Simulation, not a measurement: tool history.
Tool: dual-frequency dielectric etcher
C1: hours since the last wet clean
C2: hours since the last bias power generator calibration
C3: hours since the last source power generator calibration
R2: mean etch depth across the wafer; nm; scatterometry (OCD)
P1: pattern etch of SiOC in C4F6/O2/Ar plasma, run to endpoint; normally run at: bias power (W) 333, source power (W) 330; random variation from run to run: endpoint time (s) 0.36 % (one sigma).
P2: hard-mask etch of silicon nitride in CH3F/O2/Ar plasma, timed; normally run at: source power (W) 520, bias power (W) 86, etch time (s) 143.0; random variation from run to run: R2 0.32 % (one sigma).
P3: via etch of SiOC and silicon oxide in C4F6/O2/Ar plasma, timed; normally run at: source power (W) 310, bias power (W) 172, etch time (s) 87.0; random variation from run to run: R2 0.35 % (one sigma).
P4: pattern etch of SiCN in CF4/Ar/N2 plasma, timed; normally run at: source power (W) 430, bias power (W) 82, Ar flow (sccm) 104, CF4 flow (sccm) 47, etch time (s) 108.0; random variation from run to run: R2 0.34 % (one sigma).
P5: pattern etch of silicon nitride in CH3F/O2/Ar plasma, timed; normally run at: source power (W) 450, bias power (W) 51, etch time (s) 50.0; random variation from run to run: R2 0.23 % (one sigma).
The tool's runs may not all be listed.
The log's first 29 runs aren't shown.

run 30 hour=385.0 | process_that_ran=P3 bias_power_(W)=172 source_power_(W)=310 etch_time_(s)=118.5 | C1=452.2 C2=1061.3 C3=2581.2 | R2=117.940
run 31 hour=396.3 | process_that_ran=P1 bias_power_(W)=266 source_power_(W)=220 | C1=463.5 C2=1072.6 C3=2592.5 | endpoint_time_(s)=23.483
run 32 hour=407.0 | process_that_ran=P1 bias_power_(W)=333 source_power_(W)=330 | C1=474.2 C2=1083.3 C3=2603.2 | endpoint_time_(s)=18.584
run 33 hour=421.5 | process_that_ran=P1 bias_power_(W)=333 source_power_(W)=330 | C1=488.7 C2=1097.8 C3=2617.7 | endpoint_time_(s)=18.799
run 34 hour=438.3 | process_that_ran=P1 bias_power_(W)=333 source_power_(W)=330 | C1=505.5 C2=1114.6 C3=2634.5 | endpoint_time_(s)=18.921
run 35 hour=455.4 | process_that_ran=P1 bias_power_(W)=333 source_power_(W)=330 | C1=522.6 C2=1131.7 C3=2651.6 | endpoint_time_(s)=18.889
run 36 hour=470.1 | process_that_ran=P1 bias_power_(W)=333 source_power_(W)=330 | C1=537.3 C2=1146.4 C3=2666.3 | endpoint_time_(s)=18.943
-- hour=473.0 wet clean of the chamber
run 37 hour=488.3 | process_that_ran=P1 bias_power_(W)=333 source_power_(W)=330 | C1=15.4 C2=1164.6 C3=2684.5 | endpoint_time_(s)=18.937
run 38 hour=499.5 | process_that_ran=P1 bias_power_(W)=333 source_power_(W)=330 | C1=26.6 C2=1175.8 C3=2695.7 | endpoint_time_(s)=18.824
run 39 hour=511.1 | process_that_ran=P1 bias_power_(W)=333 source_power_(W)=330 | C1=38.2 C2=1187.4 C3=2707.3 | endpoint_time_(s)=19.029
run 40 hour=528.0 | process_that_ran=P1 bias_power_(W)=333 source_power_(W)=330 | C1=55.1 C2=1204.3 C3=2724.2 | endpoint_time_(s)=18.964

The next listed run, before its measurement:
run 41 hour=541.2 | process_that_ran=P1 bias_power_(W)=333 source_power_(W)=330 | C1=68.3 C2=1217.5 C3=2737.4 | endpoint_time_(s)=?

endpoint time (s): 19.005
